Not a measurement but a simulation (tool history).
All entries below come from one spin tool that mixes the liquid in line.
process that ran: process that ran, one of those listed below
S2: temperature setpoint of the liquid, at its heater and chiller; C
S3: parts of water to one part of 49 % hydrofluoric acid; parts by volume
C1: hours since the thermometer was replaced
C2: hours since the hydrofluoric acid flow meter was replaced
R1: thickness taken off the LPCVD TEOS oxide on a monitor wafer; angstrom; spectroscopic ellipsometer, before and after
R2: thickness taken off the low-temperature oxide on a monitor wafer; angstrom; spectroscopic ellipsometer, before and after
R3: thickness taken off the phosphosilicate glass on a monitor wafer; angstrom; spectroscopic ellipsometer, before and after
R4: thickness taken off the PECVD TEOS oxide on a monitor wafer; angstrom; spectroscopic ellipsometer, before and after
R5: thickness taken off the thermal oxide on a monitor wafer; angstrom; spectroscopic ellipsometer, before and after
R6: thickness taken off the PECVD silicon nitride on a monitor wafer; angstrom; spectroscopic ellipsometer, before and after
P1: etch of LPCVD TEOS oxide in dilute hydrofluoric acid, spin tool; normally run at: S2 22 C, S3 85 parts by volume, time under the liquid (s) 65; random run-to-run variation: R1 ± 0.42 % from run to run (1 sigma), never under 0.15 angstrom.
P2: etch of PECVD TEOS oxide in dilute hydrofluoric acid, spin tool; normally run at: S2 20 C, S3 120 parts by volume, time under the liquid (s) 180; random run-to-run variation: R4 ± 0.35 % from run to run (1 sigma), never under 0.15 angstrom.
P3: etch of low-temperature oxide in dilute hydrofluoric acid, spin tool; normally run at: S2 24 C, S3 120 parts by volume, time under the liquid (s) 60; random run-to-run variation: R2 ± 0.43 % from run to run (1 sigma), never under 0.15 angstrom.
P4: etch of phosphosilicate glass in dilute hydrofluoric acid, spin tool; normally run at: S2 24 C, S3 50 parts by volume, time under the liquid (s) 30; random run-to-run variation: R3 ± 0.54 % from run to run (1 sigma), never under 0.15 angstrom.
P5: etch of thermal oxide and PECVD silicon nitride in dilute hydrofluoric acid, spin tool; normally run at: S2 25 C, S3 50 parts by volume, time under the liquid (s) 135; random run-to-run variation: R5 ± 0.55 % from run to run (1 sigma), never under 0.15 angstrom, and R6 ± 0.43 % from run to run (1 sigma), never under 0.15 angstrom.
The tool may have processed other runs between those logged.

run 1 hour=11 | process_that_ran=P1 S2=22 S3=85 time_under_the_liquid_(s)=65 | C1=1335.3 C2=320.1 | R1=399.4
run 2 hour=20.6 | process_that_ran=P1 S2=22 S3=145 time_under_the_liquid_(s)=15 | C1=1344.9 C2=329.7 | R1=49.977
run 3 hour=25.9 | process_that_ran=P1 S2=22 S3=125 time_under_the_liquid_(s)=125 | C1=1350.2 C2=335 | R1=500.78
run 4 hour=32.8 | process_that_ran=P3 S2=24 S3=120 time_under_the_liquid_(s)=60 | C1=1357.1 C2=341.9 | R2=93.263
run 5 hour=41.4 | process_that_ran=P1 S2=22 S3=85 time_under_the_liquid_(s)=65 | C1=1365.7 C2=350.5 | R1=400.57
run 6 hour=50.7 | process_that_ran=P1 S2=22 S3=85 time_under_the_liquid_(s)=65 | C1=1375 C2=359.8 | R1=400.14
run 7 hour=58.5 | process_that_ran=P4 S2=29.5 S3=50 time_under_the_liquid_(s)=30 | C1=1382.8 C2=367.6 | R3=471.69
run 8 hour=65.8 | process_that_ran=P2 S2=27 S3=120 time_under_the_liquid_(s)=180 | C1=1390.1 C2=374.9 | R4=144.35
run 9 hour=72.4 | process_that_ran=P2 S2=20 S3=40 time_under_the_liquid_(s)=180 | C1=1396.7 C2=381.5 | R4=360.45
run 10 hour=79.8 | process_that_ran=P4 S2=24 S3=50 time_under_the_liquid_(s)=45 | C1=1404.1 C2=388.9 | R3=562.21
run 11 hour=84.6 | process_that_ran=P3 S2=30.5 S3=120 time_under_the_liquid_(s)=60 | C1=1408.9 C2=393.7 | R2=120.76
run 12 hour=93.1 | process_that_ran=P5 S2=25 S3=50 time_under_the_liquid_(s)=135 | C1=1417.4 C2=402.2 | R5=137.57 R6=96.764
run 13 hour=99.6 | process_that_ran=P5 S2=25 S3=50 time_under_the_liquid_(s)=270 | C1=1423.9 C2=408.7 | R5=275.09 R6=193.57
run 14 hour=105 | process_that_ran=P4 S2=24 S3=50 time_under_the_liquid_(s)=30 | C1=1429.3 C2=414.1 | R3=376.99
run 15 hour=114.9 | process_that_ran=P5 S2=25 S3=75 time_under_the_liquid_(s)=135 | C1=1439.2 C2=424 | R5=89.101 R6=64.784
run 16 hour=124.9 | process_that_ran=P1 S2=22 S3=25 time_under_the_liquid_(s)=65 | C1=1449.2 C2=434 | R1=1479.1
run 17 hour=130.7 | process_that_ran=P2 S2=20 S3=120 time_under_the_liquid_(s)=355 | C1=1455 C2=439.8 | R4=214.27
run 18 hour=139 | process_that_ran=P5 S2=18 S3=50 time_under_the_liquid_(s)=135 | C1=1463.3 C2=448.1 | R5=102.88 R6=59.872
run 19 hour=147.8 | process_that_ran=P5 S2=25 S3=50 time_under_the_liquid_(s)=135 | C1=1472.1 C2=456.9 | R5=138.59 R6=96.369
run 20 hour=155 | process_that_ran=P1 S2=26.5 S3=85 time_under_the_liquid_(s)=120 | C1=1479.3 C2=464.1 | R1=888.45
run 21 hour=160.9 | process_that_ran=P3 S2=24 S3=120 time_under_the_liquid_(s)=105 | C1=1485.2 C2=470 | R2=164.33
run 22 hour=169.7 | process_that_ran=P4 S2=24 S3=90 time_under_the_liquid_(s)=30 | C1=1494 C2=478.8 | R3=199.1
run 23 hour=175.3 | process_that_ran=P1 S2=22 S3=140 time_under_the_liquid_(s)=65 | C1=1499.6 C2=484.4 | R1=229.9
run 24 hour=182.3 | process_that_ran=P1 S2=22 S3=85 time_under_the_liquid_(s)=15 | C1=1506.6 C2=491.4 | R1=93.238
run 25 hour=187.5 | process_that_ran=P3 S2=24 S3=55 time_under_the_liquid_(s)=60 | C1=1511.8 C2=496.6 | R2=221.28
run 26 hour=193.6 | process_that_ran=P1 S2=28 S3=85 time_under_the_liquid_(s)=65 | C1=1517.9 C2=502.7 | R1=506.41
run 27 hour=204.8 | process_that_ran=P1 S2=17.5 S3=85 time_under_the_liquid_(s)=65 | C1=1529.1 C2=513.9 | R1=332.3
run 28 hour=210.5 | process_that_ran=P4 S2=24 S3=50 time_under_the_liquid_(s)=30 | C1=1534.8 C2=519.6 | R3=382.85
run 29 hour=218.5 | process_that_ran=P2 S2=20 S3=120 time_under_the_liquid_(s)=180 | C1=1542.8 C2=527.6 | R4=108.8
run 30 hour=228.4 | process_that_ran=P1 S2=22 S3=85 time_under_the_liquid_(s)=125 | C1=1552.7 C2=537.5 | R1=766.99
run 31 hour=237.7 | process_that_ran=P1 S2=22 S3=85 time_under_the_liquid_(s)=65 | C1=1562 C2=546.8 | R1=403.97
run 32 hour=243.6 | process_that_ran=P1 S2=22 S3=85 time_under_the_liquid_(s)=65 | C1=1567.9 C2=552.7 | R1=401.78
run 33 hour=250 | process_that_ran=P1 S2=22 S3=85 time_under_the_liquid_(s)=65 | C1=1574.3 C2=559.1 | R1=411.38
run 34 hour=255.4 | process_that_ran=P1 S2=22 S3=85 time_under_the_liquid_(s)=65 | C1=1579.7 C2=564.5 | R1=424.97
run 35 hour=263 | process_that_ran=P1 S2=22 S3=85 time_under_the_liquid_(s)=65 | C1=1587.3 C2=572.1 | R1=430.08
run 36 hour=271.2 | process_that_ran=P1 S2=22 S3=85 time_under_the_liquid_(s)=65 | C1=1595.5 C2=580.3 | R1=438.22
run 37 hour=277.8 | process_that_ran=P1 S2=22 S3=85 time_under_the_liquid_(s)=65 | C1=1602.1 C2=586.9 | R1=437.64
run 38 hour=285 | process_that_ran=P1 S2=22 S3=85 time_under_the_liquid_(s)=65 | C1=1609.3 C2=594.1 | R1=441.68
run 39 hour=289.9 | process_that_ran=P1 S2=22 S3=85 time_under_the_liquid_(s)=65 | C1=1614.2 C2=599 | R1=439.08
run 40 hour=299.4 | process_that_ran=P1 S2=22 S3=85 time_under_the_liquid_(s)=65 | C1=1623.7 C2=608.5 | R1=443.77
run 41 hour=310.4 | process_that_ran=P1 S2=22 S3=85 time_under_the_liquid_(s)=65 | C1=1634.7 C2=619.5 | R1=442.59

P1 has crept away from where it was. The log is fitted equally well by each of these 2 causes, at the sizes shown:
A: hydrofluoric acid flow above the setpoint (%) = 9.23
B: liquid hotter than its thermometer reads (K) = 2.41
At approximately hour 243.6, the process output began to creep.

Listed below are the offered check runs, one wafer per run, with question marks in place of results. For which of them would the causes give clearly different outcomes?
run check 1 hour=321.4 | process_that_ran=P5 S2=22 S3=50 time_under_the_liquid_(s)=135 | R5=? R6=?
run check 2 hour=321.4 | process_that_ran=P4 S2=24 S3=75 time_under_the_liquid_(s)=30 | R3=?
run check 3 hour=321.4 | process_that_ran=P3 S2=24 S3=70 time_under_the_liquid_(s)=60 | R2=?
run check 4 hour=321.4 | process_that_ran=P2 S2=20 S3=55 time_under_the_liquid_(s)=325 | R4=?

If the cause were each of the candidates in turn, the checks would give the following:
check=check_1 result=R5 if_A=133.81 if_B=134.62
check=check_1 result=R6 if_A=85.933 if_B=92.842
check=check_2 result=R3 if_A=269.01 if_B=268.96
check=check_3 result=R2 if_A=187.98 if_B=188.1
check=check_4 result=R4 if_A=508.37 if_B=512
Distance between the nearest two causes, measured in the result of the check that separates them most: check 1 7.73 %; check 2 0.02 %; check 3 0.06 %; check 4 0.71 %
Only check 1 tells the causes apart: in the others they would give nearly the same result.

Running check 1 produced the following: R5 133.61 angstrom; R6 85.619 angstrom. Which one of the listed causes fits?

It was cause A: hydrofluoric acid flow above the setpoint (%).
